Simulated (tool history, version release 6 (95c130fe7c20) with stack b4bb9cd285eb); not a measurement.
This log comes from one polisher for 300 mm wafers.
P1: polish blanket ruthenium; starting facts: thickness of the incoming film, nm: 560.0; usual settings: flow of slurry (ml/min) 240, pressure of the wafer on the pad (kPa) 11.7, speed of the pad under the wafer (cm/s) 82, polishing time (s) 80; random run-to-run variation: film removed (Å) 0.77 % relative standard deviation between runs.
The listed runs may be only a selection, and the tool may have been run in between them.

run	hour	flow of slurry (ml/min)	pressure of the wafer on the pad (kPa)	speed of the pad under the wafer (cm/s)	polishing time (s)	film removed (Å)
1	4.1	240	11.7	82	80	631.44
2	8.3	240	11.7	128	80	992.57
3	12.6	240	11.7	82	80	637.16
4	15.2	145	11.7	82	113	830.00
5	17.6	240	11.7	82	80	639.33
6	21.8	145	11.7	82	80	587.56
7	25.3	240	11.7	82	38	303.65
8	29.7	240	11.7	82	80	641.60
9	33.0	240	11.7	58	80	446.13
10	35.5	345	11.7	82	80	666.17
11	39.6	145	11.7	118	80	861.20
12	43.0	240	11.7	82	124	1001.30
13	46.5	240	5.5	82	80	298.56
14	48.7	240	11.7	82	80	633.66
15	52.1	240	11.7	82	80	643.62
16	54.9	240	14.5	82	80	788.59
17	58.0	240	11.7	82	80	637.57
18	61.8	240	11.7	82	80	615.89
19	66.2	240	11.7	82	80	623.18
20	68.2	240	11.7	82	80	610.47
21	70.3	240	11.7	82	80	611.79
# hour 72.4: worn pad replaced by a new one
22	74.6	240	11.7	82	80	600.59
23	79.0	240	11.7	82	80	606.37
24	81.6	240	11.7	82	80	599.67
25	85.6	240	11.7	82	80	594.91
26	88.5	240	11.7	82	80	594.85
27	92.4	240	11.7	82	80	591.96

The output of P1 has drifted from where it used to be. Each of the 2 causes below, taken at the size shown beside it, accounts for the log equally well:
A: slurry flow missing at the pad, % = 37.5
B: head's pressure below its setpoint, % = 6.35
The process output started creeping at around hour 58.0.
Why every other cause is out:
removal rate lost through wear of the pad, %: was serviced at hour 72.4, once the creep was under way, yet the earlier output never came back

Below are 4 check runs, each averaged over 3 wafers, with their results shown as question marks. Which of them would give clearly different results depending on which cause is behind the drift?
check 1	96.3	240	6.2	82	118	?
check 2	96.3	155	11.7	122	80	?
check 3	96.3	240	5.5	82	120	?
check 4	96.3	240	5.5	112	80	?

Expected result of each check under each candidate cause:
check	result	if A	if B
check 1	film removed (Å)	466.16	466.22
check 2	film removed (Å)	809.49	836.43
check 3	film removed (Å)	421.39	421.45
check 4	film removed (Å)	383.70	383.75
Minimum pairwise separation of causes per check, each pair taken at its best-separating result: check 1 0.01 %; check 2 3.27 %; check 3 0.01 %; check 4 0.01 %
Check 2 is the one run that separates the causes; every other check would come out nearly the same whichever cause is at work.

The results of check 2 are: film removed (Å) 812.74. Based on these, which of the listed causes is it?

The cause is A: slurry flow missing at the pad, %.
